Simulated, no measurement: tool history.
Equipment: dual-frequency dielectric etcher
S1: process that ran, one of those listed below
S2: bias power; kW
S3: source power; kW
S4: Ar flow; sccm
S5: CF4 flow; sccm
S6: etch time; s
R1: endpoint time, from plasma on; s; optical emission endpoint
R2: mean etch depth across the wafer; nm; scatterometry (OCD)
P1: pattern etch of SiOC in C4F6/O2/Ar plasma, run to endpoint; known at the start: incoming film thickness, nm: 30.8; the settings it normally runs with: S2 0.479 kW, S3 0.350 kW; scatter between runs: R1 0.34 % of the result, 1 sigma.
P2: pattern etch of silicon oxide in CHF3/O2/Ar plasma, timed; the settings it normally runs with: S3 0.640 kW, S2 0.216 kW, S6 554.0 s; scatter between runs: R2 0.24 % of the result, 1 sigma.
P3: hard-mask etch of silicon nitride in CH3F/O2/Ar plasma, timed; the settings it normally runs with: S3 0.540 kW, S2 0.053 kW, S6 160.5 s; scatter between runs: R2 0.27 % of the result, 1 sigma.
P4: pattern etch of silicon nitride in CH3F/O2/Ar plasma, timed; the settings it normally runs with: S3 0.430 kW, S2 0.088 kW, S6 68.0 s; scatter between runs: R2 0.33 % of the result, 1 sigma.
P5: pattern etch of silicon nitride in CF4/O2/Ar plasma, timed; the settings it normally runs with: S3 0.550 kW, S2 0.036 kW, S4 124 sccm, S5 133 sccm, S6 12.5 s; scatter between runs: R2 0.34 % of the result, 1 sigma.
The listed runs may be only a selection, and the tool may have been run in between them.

{"run": 1, "hour": 13.7, "S1": "P1", "S2": 0.479, "S3": 0.35, "R1": 11.047}
{"run": 2, "hour": 27.6, "S1": "P5", "S2": 0.036, "S3": 0.55, "S4": 124, "S5": 79, "S6": 12.5, "R2": 22.685}
{"run": 3, "hour": 35.1, "S1": "P1", "S2": 0.37, "S3": 0.35, "R1": 12.002}
{"run": 4, "hour": 48.0, "S1": "P2", "S2": 0.216, "S3": 0.64, "S6": 554.0, "R2": 1232.2}
{"run": 5, "hour": 61.7, "S1": "P1", "S2": 0.373, "S3": 0.44, "R1": 11.049}
{"run": 6, "hour": 72.1, "S1": "P1", "S2": 0.479, "S3": 0.35, "R1": 10.944}
{"run": 7, "hour": 83.5, "S1": "P3", "S2": 0.053, "S3": 0.72, "S6": 160.5, "R2": 126.54}
{"hour": 93.0, "done": "wet clean of the chamber"}
{"run": 8, "hour": 95.4, "S1": "P3", "S2": 0.035, "S3": 0.54, "S6": 160.5, "R2": 100.56}
{"run": 9, "hour": 106.4, "S1": "P1", "S2": 0.479, "S3": 0.35, "R1": 10.928}
{"run": 10, "hour": 116.0, "S1": "P5", "S2": 0.036, "S3": 0.55, "S4": 124, "S5": 133, "S6": 12.5, "R2": 24.366}
{"run": 11, "hour": 131.7, "S1": "P3", "S2": 0.053, "S3": 0.54, "S6": 160.5, "R2": 113.39}
{"run": 12, "hour": 140.6, "S1": "P1", "S2": 0.366, "S3": 0.28, "R1": 13.133}
{"run": 13, "hour": 154.3, "S1": "P4", "S2": 0.088, "S3": 0.43, "S6": 68.0, "R2": 52.554}
{"run": 14, "hour": 165.5, "S1": "P2", "S2": 0.216, "S3": 0.4, "S6": 554.0, "R2": 1028.9}
{"run": 15, "hour": 180.2, "S1": "P4", "S2": 0.088, "S3": 0.31, "S6": 68.0, "R2": 46.367}
{"run": 16, "hour": 196.1, "S1": "P1", "S2": 0.479, "S3": 0.35, "R1": 10.968}
{"run": 17, "hour": 211.3, "S1": "P5", "S2": 0.036, "S3": 0.55, "S4": 124, "S5": 133, "S6": 12.5, "R2": 24.45}
{"run": 18, "hour": 224.6, "S1": "P1", "S2": 0.479, "S3": 0.25, "R1": 12.334}
{"hour": 224.9, "done": "bias power generator calibrated"}
{"run": 19, "hour": 233.6, "S1": "P1", "S2": 0.479, "S3": 0.47, "R1": 9.7957}
{"run": 20, "hour": 243.0, "S1": "P1", "S2": 0.479, "S3": 0.35, "R1": 11.011}
{"run": 21, "hour": 254.3, "S1": "P4", "S2": 0.063, "S3": 0.43, "S6": 68.0, "R2": 46.877}
{"run": 22, "hour": 269.1, "S1": "P5", "S2": 0.036, "S3": 0.55, "S4": 124, "S5": 133, "S6": 16.5, "R2": 32.476}
{"run": 23, "hour": 282.6, "S1": "P2", "S2": 0.27, "S3": 0.64, "S6": 554.0, "R2": 1334.9}
{"run": 24, "hour": 298.7, "S1": "P5", "S2": 0.049, "S3": 0.55, "S4": 124, "S5": 133, "S6": 12.5, "R2": 27.426}
{"run": 25, "hour": 306.8, "S1": "P3", "S2": 0.053, "S3": 0.54, "S6": 97.0, "R2": 68.452}
{"run": 26, "hour": 316.1, "S1": "P1", "S2": 0.479, "S3": 0.35, "R1": 10.98}
{"run": 27, "hour": 328.7, "S1": "P1", "S2": 0.593, "S3": 0.29, "R1": 10.857}
{"run": 28, "hour": 336.4, "S1": "P1", "S2": 0.58, "S3": 0.35, "R1": 10.173}
{"run": 29, "hour": 350.6, "S1": "P5", "S2": 0.036, "S3": 0.69, "S4": 124, "S5": 133, "S6": 12.5, "R2": 29.811}
{"run": 30, "hour": 363.9, "S1": "P4", "S2": 0.088, "S3": 0.43, "S6": 102.5, "R2": 79.066}
{"run": 31, "hour": 373.2, "S1": "P2", "S2": 0.216, "S3": 0.64, "S6": 304.5, "R2": 680.85}
{"run": 32, "hour": 385.0, "S1": "P3", "S2": 0.053, "S3": 0.54, "S6": 160.5, "R2": 113.1}
{"run": 33, "hour": 401.1, "S1": "P5", "S2": 0.036, "S3": 0.55, "S4": 170, "S5": 133, "S6": 12.5, "R2": 23.484}
{"run": 34, "hour": 415.4, "S1": "P1", "S2": 0.479, "S3": 0.35, "R1": 10.973}
{"run": 35, "hour": 424.5, "S1": "P1", "S2": 0.479, "S3": 0.35, "R1": 10.979}
{"run": 36, "hour": 439.1, "S1": "P1", "S2": 0.479, "S3": 0.35, "R1": 11.035}
{"run": 37, "hour": 448.9, "S1": "P1", "S2": 0.479, "S3": 0.35, "R1": 11.07}
{"run": 38, "hour": 465.5, "S1": "P1", "S2": 0.479, "S3": 0.35, "R1": 11.182}
{"run": 39, "hour": 474.4, "S1": "P1", "S2": 0.479, "S3": 0.35, "R1": 11.089}
{"hour": 475.6, "done": "wet clean of the chamber"}
{"run": 40, "hour": 489.0, "S1": "P1", "S2": 0.479, "S3": 0.35, "R1": 11.152}
{"run": 41, "hour": 500.7, "S1": "P1", "S2": 0.479, "S3": 0.35, "R1": 11.21}
{"run": 42, "hour": 509.6, "S1": "P1", "S2": 0.479, "S3": 0.35, "R1": 11.088}

Compared with where it was, what P1 gives has crept away. Each cause listed below fits the log as well as the rest, at the size given for it:
A: bias power that arrives under what is set, % = 4.43
B: source power that arrives under what is set, % = 4.48
The process output started creeping at around hour 415.4.
Why every other cause is out:
chamber walls in a state that lowers the etch rate, %: maintenance at hour 475.6, after the shift began, did not return the process to its former output

4 check runs are offered, one wafer each, their results left as question marks. Which one tells the causes apart?
{"run": "check 1", "hour": 518.5, "S1": "P4", "S2": 0.088, "S3": 0.34, "S6": 68.0, "R2": "?"}
{"run": "check 2", "hour": 518.5, "S1": "P2", "S2": 0.216, "S3": 0.46, "S6": 554.0, "R2": "?"}
{"run": "check 3", "hour": 518.5, "S1": "P5", "S2": 0.036, "S3": 0.55, "S4": 148, "S5": 106, "S6": 12.5, "R2": "?"}
{"run": "check 4", "hour": 518.5, "S1": "P3", "S2": 0.036, "S3": 0.54, "S6": 160.5, "R2": "?"}

Predicted outcomes, by check and by cause:
check=check_1 result=R2 if_A=47.436 if_B=47.398
check=check_2 result=R2 if_A=1072.000 if_B=1070.600
check=check_3 result=R2 if_A=22.744 if_B=22.209
check=check_4 result=R2 if_A=99.737 if_B=99.127
Smallest distance between any two causes, each pair judged by its most separating result, in per cent: check 1 0.08 %; check 2 0.13 %; check 3 2.38 %; check 4 0.61 %
Only check 3 tells the causes apart: in the others they would give nearly the same result.

Running check 3 produced the following: R2 22.171 nm. Which one of the listed causes fits?

Of the candidate causes, it is B: source power that arrives under what is set, %.
